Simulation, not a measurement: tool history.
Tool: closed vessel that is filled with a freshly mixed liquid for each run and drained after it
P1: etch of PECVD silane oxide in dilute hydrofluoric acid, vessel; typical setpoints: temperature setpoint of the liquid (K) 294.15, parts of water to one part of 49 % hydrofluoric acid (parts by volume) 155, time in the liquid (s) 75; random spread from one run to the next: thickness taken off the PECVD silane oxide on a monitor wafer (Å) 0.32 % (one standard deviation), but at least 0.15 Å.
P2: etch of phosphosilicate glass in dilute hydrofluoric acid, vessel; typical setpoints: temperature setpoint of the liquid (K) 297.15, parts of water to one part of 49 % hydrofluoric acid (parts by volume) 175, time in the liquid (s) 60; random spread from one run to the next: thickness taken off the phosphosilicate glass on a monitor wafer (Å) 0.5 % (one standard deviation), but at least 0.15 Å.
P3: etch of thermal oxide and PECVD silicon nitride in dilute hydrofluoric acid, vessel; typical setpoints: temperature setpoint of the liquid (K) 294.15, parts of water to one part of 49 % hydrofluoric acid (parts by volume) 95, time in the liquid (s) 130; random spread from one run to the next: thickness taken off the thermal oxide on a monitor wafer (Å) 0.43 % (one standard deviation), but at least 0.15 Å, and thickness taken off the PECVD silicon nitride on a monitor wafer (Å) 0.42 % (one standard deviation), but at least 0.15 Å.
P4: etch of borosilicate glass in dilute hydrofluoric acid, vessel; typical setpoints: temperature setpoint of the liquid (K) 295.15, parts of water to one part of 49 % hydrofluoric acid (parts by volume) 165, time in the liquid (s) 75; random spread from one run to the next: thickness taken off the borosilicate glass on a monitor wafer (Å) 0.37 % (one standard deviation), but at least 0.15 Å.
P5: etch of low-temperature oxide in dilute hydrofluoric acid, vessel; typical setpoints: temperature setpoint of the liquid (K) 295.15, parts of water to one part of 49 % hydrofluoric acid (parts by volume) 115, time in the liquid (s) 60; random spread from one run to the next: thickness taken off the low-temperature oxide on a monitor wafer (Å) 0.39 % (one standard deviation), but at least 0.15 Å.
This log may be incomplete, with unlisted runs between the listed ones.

run	hour	process that ran	temperature setpoint of the liquid (K)	parts of water to one part of 49 % hydrofluoric acid (parts by volume)	time in the liquid (s)	hours since the thermometer was replaced	hours since the hydrofluoric acid flow meter was replaced	thickness taken off the PECVD silane oxide on a monitor wafer (Å)	thickness taken off the phosphosilicate glass on a monitor wafer (Å)	thickness taken off the low-temperature oxide on a monitor wafer (Å)	thickness taken off the thermal oxide on a monitor wafer (Å)	thickness taken off the PECVD silicon nitride on a monitor wafer (Å)	thickness taken off the borosilicate glass on a monitor wafer (Å)
1	4.9	P1	294.15	155	75	228	827.5	66.002					
2	11.4	P1	302.15	155	75	234.5	834	89.491					
3	17.4	P2	297.15	175	60	240.5	840		389.14				
4	23.9	P1	294.15	155	75	247	846.5	65.828					
5	31.5	P2	297.15	290	60	254.6	854.1		210.64				
6	42.2	P5	295.15	115	30	265.3	864.8			62.261			
7	50.1	P3	294.15	135	130	273.2	872.7				37.477	42.256	
8	60.4	P1	294.15	240	30	283.5	883	15.742					
9	67.4	P1	294.15	155	75	290.5	890	65.525					
10	78.2	P3	294.15	95	130	301.3	900.8				56.173	59.379	
11	85.8	P4	295.15	165	75	308.9	908.4						100.14
12	93.5	P1	294.15	220	75	316.6	916.1	43.249					
13	99.3	P1	294.15	155	110	322.4	921.9	96.816					
14	105	P1	290.15	155	75	328.1	927.6	55.772					
15	115.3	P1	294.15	155	75	338.4	937.9	66.056					
16	122.5	P4	295.15	60	75	345.6	945.1						310.41
17	131	P1	294.15	155	75	354.1	953.6	65.846					
18	141.9	P1	294.15	155	75	365	964.5	65.474					
19	150.7	P1	301.65	105	75	373.8	973.3	138.14					
20	159	P3	294.15	95	130	382.1	981.6				56.571	59.382	
21	165.9	P5	301.65	115	60	389	988.5			159.72			
22	172.3	P4	295.15	165	145	395.4	994.9						194.04
23	177.8	P1	290.65	155	30	400.9	1000.4	22.964					
24	184.9	P2	300.65	175	60	408	1007.5		450.17				
25	193.1	P3	290.15	95	130	416.2	1015.7				47.377	45.408	
26	204	P1	294.15	155	30	427.1	1026.6	26.455					
27	215	P4	290.15	165	75	438.1	1037.6						81.824
28	221.8	P5	295.15	175	60	444.9	1044.4			76.298			
29	231.6	P1	294.15	20	75	454.7	1054.2	596.05					
30	237.1	P2	297.15	175	95	460.2	1059.7		623.73				
31	242.2	P2	297.15	175	60	465.3	1064.8		392.74				
32	247.6	P3	294.15	95	70	470.7	1070.2				30.314	32.296	
33	254.8	P5	295.15	115	60	477.9	1077.4			124.46			
34	262.1	P1	294.15	155	75	485.2	1084.7	65.749					
35	267.4	P1	294.15	155	75	490.5	1090	66.64					
36	272.8	P1	294.15	155	75	495.9	1095.4	67.398					
37	283.1	P1	294.15	155	75	506.2	1105.7	68.552					
38	291.5	P1	294.15	155	75	514.6	1114.1	69.254					
39	300.1	P1	294.15	155	75	523.2	1122.7	69.281					
40	308.2	P1	294.15	155	75	531.3	1130.8	69.253					
41	315.8	P1	294.15	155	75	538.9	1138.4	69.532					
42	321.5	P1	294.15	155	75	544.6	1144.1	69.124					
43	326.3	P1	294.15	155	75	549.4	1148.9	69.633					
44	334.4	P1	294.15	155	75	557.5	1157	69.296					
45	339.4	P1	294.15	155	75	562.5	1162	70.029					

Something has made what P1 gives creep away from where it was; the 2 causes below, each at its own stated size, fit the log equally well:
A: liquid hotter than its thermometer reads (K) = 1.46
B: hydrofluoric acid flow above the setpoint (%) = 4.99
The onset of the drift is placed at about hour 262.1.

Which of the 4 check runs listed below separates the causes, so that each cause would produce a clearly different result? Each run uses one wafer, and its results are marked with question marks.
check 1	344.4	P2	297.15	175	60				?				
check 2	344.4	P3	294.15	95	130						?	?	
check 3	344.4	P4	295.15	165	75								?
check 4	344.4	P5	295.15	115	60					?			

What each check would give under each cause:
check	result	if A	if B
check 1	thickness taken off the phosphosilicate glass on a monitor wafer (Å)	415.42	416.89
check 2	thickness taken off the thermal oxide on a monitor wafer (Å)	59.797	59.483
check 2	thickness taken off the PECVD silicon nitride on a monitor wafer (Å)	65.712	62.475
check 3	thickness taken off the borosilicate glass on a monitor wafer (Å)	105.37	105.49
check 4	thickness taken off the low-temperature oxide on a monitor wafer (Å)	131.65	131.28
Separation of the two closest causes in each check, using whichever result separates them best: check 1 0.35 %; check 2 5.05 %; check 3 0.11 %; check 4 0.29 %
Check 2 is the one run that separates the causes; every other check would come out nearly the same whichever cause is at work.

Check 2 was then run and gave: thickness taken off the thermal oxide on a monitor wafer (Å) 59.934; thickness taken off the PECVD silicon nitride on a monitor wafer (Å) 66.14. Which cause is it?

A is the cause: liquid hotter than its thermometer reads (K).
